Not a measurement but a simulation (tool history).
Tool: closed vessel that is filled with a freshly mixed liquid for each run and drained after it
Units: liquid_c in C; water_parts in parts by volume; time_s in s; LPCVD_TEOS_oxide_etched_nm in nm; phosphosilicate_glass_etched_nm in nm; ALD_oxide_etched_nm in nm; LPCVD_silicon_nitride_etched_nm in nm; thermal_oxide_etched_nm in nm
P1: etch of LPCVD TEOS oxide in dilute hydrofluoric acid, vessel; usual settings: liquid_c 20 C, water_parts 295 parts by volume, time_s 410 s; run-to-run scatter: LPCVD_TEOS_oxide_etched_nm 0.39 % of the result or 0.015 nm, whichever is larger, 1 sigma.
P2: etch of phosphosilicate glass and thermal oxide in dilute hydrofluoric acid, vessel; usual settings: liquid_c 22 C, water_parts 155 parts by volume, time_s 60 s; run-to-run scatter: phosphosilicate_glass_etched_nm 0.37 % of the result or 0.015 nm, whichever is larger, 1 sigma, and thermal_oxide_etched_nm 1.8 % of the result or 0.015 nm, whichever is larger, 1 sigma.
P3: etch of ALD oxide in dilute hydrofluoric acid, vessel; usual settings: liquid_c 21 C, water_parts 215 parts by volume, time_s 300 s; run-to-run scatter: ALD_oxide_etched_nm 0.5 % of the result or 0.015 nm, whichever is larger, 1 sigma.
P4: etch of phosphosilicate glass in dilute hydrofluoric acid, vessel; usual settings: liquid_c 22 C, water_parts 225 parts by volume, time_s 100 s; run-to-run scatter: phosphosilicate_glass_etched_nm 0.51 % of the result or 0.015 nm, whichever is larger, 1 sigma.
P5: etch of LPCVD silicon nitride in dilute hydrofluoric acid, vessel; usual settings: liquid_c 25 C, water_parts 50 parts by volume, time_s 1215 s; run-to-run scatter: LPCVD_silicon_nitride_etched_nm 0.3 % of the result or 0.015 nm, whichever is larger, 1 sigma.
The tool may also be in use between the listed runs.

| run | hour | process | liquid_c | water_parts | time_s | hours since the thermometer was replaced | hours since the hydrofluoric acid flow meter was replaced | LPCVD_TEOS_oxide_etched_nm | phosphosilicate_glass_etched_nm | ALD_oxide_etched_nm | LPCVD_silicon_nitride_etched_nm | thermal_oxide_etched_nm |
|---|---|---|---|---|---|---|---|---|---|---|---|---|
| 1 | 6.7 | P1 | 20 | 295 | 410 | 1103.7 | 181.3 | 16.744 |  |  |  |  |
| 2 | 12.1 | P1 | 20 | 295 | 655 | 1109.1 | 186.7 | 26.534 |  |  |  |  |
| 3 | 18 | P4 | 22 | 225 | 50 | 1115 | 192.6 |  | 27.625 |  |  |  |
| 4 | 26.7 | P4 | 27 | 225 | 100 | 1123.7 | 201.3 |  | 65.814 |  |  |  |
| 5 | 36.5 | P1 | 20 | 295 | 175 | 1133.5 | 211.1 | 7.0989 |  |  |  |  |
| 6 | 47.8 | P1 | 17 | 295 | 410 | 1144.8 | 222.4 | 14.891 |  |  |  |  |
| 7 | 53.3 | P1 | 20 | 110 | 595 | 1150.3 | 227.9 | 77.956 |  |  |  |  |
| 8 | 59.5 | P3 | 21 | 380 | 300 | 1156.5 | 234.1 |  |  | 8.4294 |  |  |
| 9 | 68 | P5 | 25 | 50 | 1215 | 1165 | 242.6 |  |  |  | 11.566 |  |
| 10 | 77.3 | P1 | 20 | 460 | 410 | 1174.3 | 251.9 | 9.2852 |  |  |  |  |
| 11 | 86 | P5 | 25 | 50 | 235 | 1183 | 260.6 |  |  |  | 2.247 |  |
| 12 | 95.8 | P4 | 22 | 370 | 100 | 1192.8 | 270.4 |  | 29.184 |  |  |  |
| 13 | 101.9 | P4 | 22 | 225 | 100 | 1198.9 | 276.5 |  | 55.33 |  |  |  |
| 14 | 110.2 | P1 | 23.5 | 295 | 410 | 1207.2 | 284.8 | 18.976 |  |  |  |  |
| 15 | 122.5 | P2 | 22 | 155 | 115 | 1219.5 | 297.1 |  | 103.09 |  |  | 2.9469 |
| 16 | 130 | P3 | 21 | 215 | 470 | 1227 | 304.6 |  |  | 27.287 |  |  |
| 17 | 142.5 | P1 | 20 | 295 | 410 | 1239.5 | 317.1 | 16.736 |  |  |  |  |
| 18 | 154.8 | P5 | 17 | 50 | 1215 | 1251.8 | 329.4 |  |  |  | 6.6562 |  |
| 19 | 161.9 | P1 | 20 | 295 | 410 | 1258.9 | 336.5 | 16.868 |  |  |  |  |
| 20 | 174 | P1 | 17 | 65 | 410 | 1271 | 348.6 | 84.45 |  |  |  |  |
| 21 | 186.4 | P5 | 25 | 50 | 1215 | 1283.4 | 361 |  |  |  | 11.516 |  |
| 22 | 195.4 | P3 | 21 | 215 | 300 | 1292.4 | 370 |  |  | 17.297 |  |  |

Run 23 comes next. What will it give?
| 23 | 206.5 | P1 | 20 | 295 | 410 | 1303.5 | 381.1 | ? |  |  |  |  |

LPCVD_TEOS_oxide_etched_nm: 16.681 nm
